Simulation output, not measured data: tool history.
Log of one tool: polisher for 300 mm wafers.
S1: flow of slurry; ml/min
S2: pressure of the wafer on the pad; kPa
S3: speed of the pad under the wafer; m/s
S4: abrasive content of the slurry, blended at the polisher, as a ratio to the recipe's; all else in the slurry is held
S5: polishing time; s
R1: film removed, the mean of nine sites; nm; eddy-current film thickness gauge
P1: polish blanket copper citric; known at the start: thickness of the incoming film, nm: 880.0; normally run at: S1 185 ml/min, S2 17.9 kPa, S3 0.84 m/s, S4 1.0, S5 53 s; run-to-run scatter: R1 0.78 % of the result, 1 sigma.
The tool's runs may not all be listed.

| run | hour | S1 | S2 | S3 | S4 | S5 | R1 |
|---|---|---|---|---|---|---|---|
| 1 | 7.2 | 185 | 17.9 | 0.84 | 1.0 | 53 | 90.042 |
| 2 | 17.4 | 185 | 17.9 | 0.84 | 0.5 | 53 | 77.540 |
| 3 | 26.9 | 185 | 17.9 | 0.56 | 1.0 | 78 | 89.176 |
| 4 | 35.3 | 185 | 17.9 | 0.46 | 1.0 | 53 | 50.809 |
| 5 | 48.6 | 185 | 17.9 | 0.84 | 1.4 | 53 | 95.692 |
| 6 | 55.8 | 185 | 17.9 | 0.84 | 1.0 | 53 | 90.178 |
| 7 | 67.9 | 185 | 17.9 | 0.84 | 1.0 | 83 | 141.860 |
| 8 | 80.4 | 185 | 17.9 | 0.84 | 1.0 | 53 | 89.336 |
| 9 | 89.4 | 250 | 17.9 | 0.84 | 1.0 | 53 | 92.448 |
| 10 | 102.6 | 110 | 17.9 | 0.84 | 1.0 | 53 | 82.207 |
| 11 | 112.6 | 185 | 17.9 | 0.84 | 1.0 | 37 | 63.381 |
| 12 | 119.3 | 185 | 17.9 | 0.84 | 1.0 | 53 | 88.690 |
| 13 | 132.1 | 185 | 26.2 | 0.84 | 1.0 | 53 | 129.110 |
|  | 142.2 | slurry blender recalibrated |
| 14 | 143.0 | 185 | 9.0 | 0.84 | 1.0 | 53 | 46.596 |
| 15 | 152.4 | 185 | 22.8 | 0.84 | 1.0 | 80 | 171.660 |
| 16 | 165.0 | 185 | 17.9 | 1.32 | 1.0 | 53 | 138.440 |

Forecast run 17:
| 17 | 178.8 | 185 | 17.9 | 0.84 | 1.0 | 53 | ? |

{"run 17": {"R1": 89.899}}
